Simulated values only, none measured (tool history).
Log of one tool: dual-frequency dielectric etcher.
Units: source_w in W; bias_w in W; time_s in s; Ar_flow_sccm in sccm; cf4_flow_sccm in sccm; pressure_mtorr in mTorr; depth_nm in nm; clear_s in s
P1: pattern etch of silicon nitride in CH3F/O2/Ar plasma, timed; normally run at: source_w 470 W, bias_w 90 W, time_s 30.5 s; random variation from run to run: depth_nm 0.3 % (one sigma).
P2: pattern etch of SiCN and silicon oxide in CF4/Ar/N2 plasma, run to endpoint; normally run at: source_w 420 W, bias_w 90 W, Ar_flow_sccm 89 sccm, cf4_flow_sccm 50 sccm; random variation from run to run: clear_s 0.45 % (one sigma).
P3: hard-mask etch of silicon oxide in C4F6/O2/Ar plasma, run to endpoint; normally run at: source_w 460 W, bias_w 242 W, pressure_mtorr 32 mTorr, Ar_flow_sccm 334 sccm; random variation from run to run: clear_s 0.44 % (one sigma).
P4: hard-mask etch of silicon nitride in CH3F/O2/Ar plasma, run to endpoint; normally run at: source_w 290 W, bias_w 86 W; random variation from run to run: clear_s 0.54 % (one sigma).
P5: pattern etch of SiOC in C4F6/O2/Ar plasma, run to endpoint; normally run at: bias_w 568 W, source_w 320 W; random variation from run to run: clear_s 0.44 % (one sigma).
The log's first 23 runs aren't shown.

run,hour,process,source_w,bias_w,time_s,Ar_flow_sccm,cf4_flow_sccm,pressure_mtorr,hours since the last wet clean,hours since the last source power generator calibration,hours since the last bias power generator calibration,depth_nm,clear_s
24,195.5,P4,390,86,,,,,146.9,1330.3,2134.4,,40.1190
25,202.8,P4,290,69,,,,,154.2,1337.6,2141.7,,48.4120
26,210.3,P1,470,109,30.5,,,,161.7,1345.1,2149.2,27.257,
27,221.0,P2,420,68,,89,50,,172.4,1355.8,2159.9,,18.4520
28,229.2,P2,550,90,,89,50,,180.6,1364.0,2168.1,,13.1630
29,239.9,P4,290,86,,,,,191.3,1374.7,2178.8,,45.0200
30,246.0,P1,470,90,30.5,,,,197.4,1380.8,2184.9,25.459,
31,253.2,P1,470,90,30.5,,,,204.6,1388.0,2192.1,25.708,
32,260.2,P1,470,90,30.5,,,,211.6,1395.0,2199.1,25.582,
33,268.7,P1,470,90,30.5,,,,220.1,1403.5,2207.6,25.729,
34,276.5,P1,470,90,30.5,,,,227.9,1411.3,2215.4,25.782,
35,284.2,P1,470,90,30.5,,,,235.6,1419.0,2223.1,25.810,
36,290.0,P1,470,90,30.5,,,,241.4,1424.8,2228.9,25.896,
37,297.3,P1,470,90,30.5,,,,248.7,1432.1,2236.2,25.861,

Forecast run 38:
# hour 302.8: wet clean of the chamber
38,306.9,P1,470,90,30.5,,,,4.1,1441.7,2245.8,?,

depth_nm: 25.959 nm
